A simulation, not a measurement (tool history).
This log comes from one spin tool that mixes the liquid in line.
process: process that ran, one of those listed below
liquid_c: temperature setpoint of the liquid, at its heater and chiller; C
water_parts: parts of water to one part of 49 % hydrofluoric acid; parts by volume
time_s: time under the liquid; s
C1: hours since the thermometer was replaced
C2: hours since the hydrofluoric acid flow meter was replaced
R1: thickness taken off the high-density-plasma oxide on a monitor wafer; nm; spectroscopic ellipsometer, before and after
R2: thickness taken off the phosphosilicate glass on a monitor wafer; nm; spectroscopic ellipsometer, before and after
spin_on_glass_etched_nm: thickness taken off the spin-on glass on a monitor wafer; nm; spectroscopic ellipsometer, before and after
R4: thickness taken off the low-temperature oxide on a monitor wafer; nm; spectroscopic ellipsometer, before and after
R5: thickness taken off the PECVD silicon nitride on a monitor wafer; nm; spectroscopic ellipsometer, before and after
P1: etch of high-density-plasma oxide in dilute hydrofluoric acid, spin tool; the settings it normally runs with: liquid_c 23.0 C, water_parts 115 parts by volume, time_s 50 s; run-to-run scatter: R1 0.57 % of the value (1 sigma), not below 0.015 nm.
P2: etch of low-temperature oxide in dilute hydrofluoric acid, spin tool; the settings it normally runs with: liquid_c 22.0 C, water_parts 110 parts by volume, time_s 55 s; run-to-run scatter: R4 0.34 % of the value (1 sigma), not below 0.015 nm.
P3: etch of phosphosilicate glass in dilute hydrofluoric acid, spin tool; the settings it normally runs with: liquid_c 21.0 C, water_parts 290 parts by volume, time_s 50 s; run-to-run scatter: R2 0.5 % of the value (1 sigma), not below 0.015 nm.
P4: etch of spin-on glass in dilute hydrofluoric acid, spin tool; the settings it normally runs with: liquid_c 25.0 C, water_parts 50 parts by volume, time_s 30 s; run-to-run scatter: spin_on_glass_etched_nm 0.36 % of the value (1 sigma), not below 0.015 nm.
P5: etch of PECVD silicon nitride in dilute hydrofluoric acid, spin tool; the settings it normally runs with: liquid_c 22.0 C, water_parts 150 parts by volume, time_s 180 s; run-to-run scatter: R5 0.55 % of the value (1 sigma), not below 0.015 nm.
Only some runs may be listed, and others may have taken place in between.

Run 1, hour 5.5: process P1, liquid_c 23.0 C, water_parts 115 parts by volume, time_s 50 s; C1 1330.3; C2 369.6. Result: R1 4.7676 nm.
Run 2, hour 10.0: process P3, liquid_c 21.0 C, water_parts 125 parts by volume, time_s 50 s; C1 1334.8; C2 374.1. Result: R2 38.6240 nm.
Run 3, hour 15.8: process P4, liquid_c 25.0 C, water_parts 50 parts by volume, time_s 30 s; C1 1340.6; C2 379.9. Result: spin_on_glass_etched_nm 25.515 nm.
Run 4, hour 19.5: process P1, liquid_c 17.0 C, water_parts 115 parts by volume, time_s 85 s; C1 1344.3; C2 383.6. Result: R1 6.2346 nm.
Run 5, hour 25.3: process P2, liquid_c 26.0 C, water_parts 110 parts by volume, time_s 55 s; C1 1350.1; C2 389.4. Result: R4 7.8992 nm.
Run 6, hour 29.5: process P1, liquid_c 17.0 C, water_parts 115 parts by volume, time_s 50 s; C1 1354.3; C2 393.6. Result: R1 3.5937 nm.
Run 7, hour 33.4: process P5, liquid_c 22.0 C, water_parts 60 parts by volume, time_s 180 s; C1 1358.2; C2 397.5. Result: R5 11.1450 nm.
Run 8, hour 37.2: process P3, liquid_c 21.0 C, water_parts 290 parts by volume, time_s 15 s; C1 1362.0; C2 401.3. Result: R2 4.1672 nm.
Run 9, hour 40.8: process P1, liquid_c 23.0 C, water_parts 60 parts by volume, time_s 50 s; C1 1365.6; C2 404.9. Result: R1 9.5346 nm.
Run 10, hour 44.7: process P1, liquid_c 23.0 C, water_parts 175 parts by volume, time_s 50 s; C1 1369.5; C2 408.8. Result: R1 2.8789 nm.
Run 11, hour 50.0: process P4, liquid_c 31.5 C, water_parts 50 parts by volume, time_s 30 s; C1 1374.8; C2 414.1. Result: spin_on_glass_etched_nm 33.151 nm.
Run 12, hour 54.5: process P1, liquid_c 28.5 C, water_parts 115 parts by volume, time_s 85 s; C1 1379.3; C2 418.6. Result: R1 9.8840 nm.
Run 13, hour 61.2: process P2, liquid_c 22.0 C, water_parts 110 parts by volume, time_s 55 s; C1 1386.0; C2 425.3. Result: R4 6.7264 nm.
Run 14, hour 65.3: process P5, liquid_c 22.0 C, water_parts 150 parts by volume, time_s 180 s; C1 1390.1; C2 429.4. Result: R5 4.6116 nm.
Run 15, hour 70.8: process P3, liquid_c 21.0 C, water_parts 290 parts by volume, time_s 50 s; C1 1395.6; C2 434.9. Result: R2 13.9480 nm.
Run 16, hour 76.9: process P1, liquid_c 23.0 C, water_parts 115 parts by volume, time_s 50 s; C1 1401.7; C2 441.0. Result: R1 4.6872 nm.
Run 17, hour 81.0: process P3, liquid_c 17.0 C, water_parts 290 parts by volume, time_s 50 s; C1 1405.8; C2 445.1. Result: R2 12.1120 nm.
At hour 85.1: hydrofluoric acid flow meter replaced.
Run 18, hour 85.4: process P4, liquid_c 25.0 C, water_parts 30 parts by volume, time_s 30 s; C1 1410.2; C2 0.4. Result: spin_on_glass_etched_nm 44.024 nm.
Run 19, hour 92.3: process P1, liquid_c 28.0 C, water_parts 115 parts by volume, time_s 50 s; C1 1417.1; C2 7.3. Result: R1 5.6968 nm.
Run 20, hour 99.2: process P1, liquid_c 23.0 C, water_parts 115 parts by volume, time_s 15 s; C1 1424.0; C2 14.2. Result: R1 1.4360 nm.
Run 21, hour 104.3: process P5, liquid_c 22.0 C, water_parts 150 parts by volume, time_s 60 s; C1 1429.1; C2 19.3. Result: R5 1.5324 nm.
Run 22, hour 110.7: process P2, liquid_c 22.0 C, water_parts 110 parts by volume, time_s 100 s; C1 1435.5; C2 25.7. Result: R4 12.2330 nm.
Run 23, hour 115.4: process P1, liquid_c 23.0 C, water_parts 115 parts by volume, time_s 50 s; C1 1440.2; C2 30.4. Result: R1 4.7224 nm.
Run 24, hour 119.6: process P5, liquid_c 28.0 C, water_parts 150 parts by volume, time_s 180 s; C1 1444.4; C2 34.6. Result: R5 6.7924 nm.
Run 25, hour 125.0: process P4, liquid_c 25.0 C, water_parts 50 parts by volume, time_s 15 s; C1 1449.8; C2 40.0. Result: spin_on_glass_etched_nm 12.769 nm.
Run 26, hour 128.2: process P4, liquid_c 25.0 C, water_parts 50 parts by volume, time_s 30 s; C1 1453.0; C2 43.2. Result: spin_on_glass_etched_nm 25.555 nm.
Run 27, hour 133.5: process P5, liquid_c 22.0 C, water_parts 150 parts by volume, time_s 180 s; C1 1458.3; C2 48.5. Result: R5 4.5628 nm.
Run 28, hour 140.0: process P1, liquid_c 17.0 C, water_parts 195 parts by volume, time_s 50 s; C1 1464.8; C2 55.0. Result: R1 1.9872 nm.
Run 29, hour 145.5: process P1, liquid_c 23.0 C, water_parts 115 parts by volume, time_s 90 s; C1 1470.3; C2 60.5. Result: R1 8.4128 nm.
Run 30, hour 149.4: process P2, liquid_c 22.0 C, water_parts 20 parts by volume, time_s 55 s; C1 1474.2; C2 64.4. Result: R4 41.4040 nm.
Run 31, hour 156.3: process P1, liquid_c 23.0 C, water_parts 115 parts by volume, time_s 50 s; C1 1481.1; C2 71.3. Result: R1 4.6311 nm.
Run 32, hour 163.4: process P1, liquid_c 23.0 C, water_parts 115 parts by volume, time_s 50 s; C1 1488.2; C2 78.4. Result: R1 4.6683 nm.
Run 33, hour 169.6: process P1, liquid_c 23.0 C, water_parts 115 parts by volume, time_s 50 s; C1 1494.4; C2 84.6. Result: R1 4.6586 nm.
Run 34, hour 175.0: process P1, liquid_c 23.0 C, water_parts 115 parts by volume, time_s 50 s; C1 1499.8; C2 90.0. Result: R1 4.5245 nm.
Run 35, hour 181.9: process P1, liquid_c 23.0 C, water_parts 115 parts by volume, time_s 50 s; C1 1506.7; C2 96.9. Result: R1 4.4995 nm.
Run 36, hour 187.0: process P1, liquid_c 23.0 C, water_parts 115 parts by volume, time_s 50 s; C1 1511.8; C2 102.0. Result: R1 4.4512 nm.
Run 37, hour 193.0: process P1, liquid_c 23.0 C, water_parts 115 parts by volume, time_s 50 s; C1 1517.8; C2 108.0. Result: R1 4.4344 nm.
Run 38, hour 196.7: process P1, liquid_c 23.0 C, water_parts 115 parts by volume, time_s 50 s; C1 1521.5; C2 111.7. Result: R1 4.4379 nm.

Run 39 is up next; what results do you expect?
Run 39, hour 201.2: process P1, liquid_c 23.0 C, water_parts 115 parts by volume, time_s 50 s; C1 1526.0; C2 116.2. Result: R1 ?.

{"run 39": {"R1": 4.4207}}
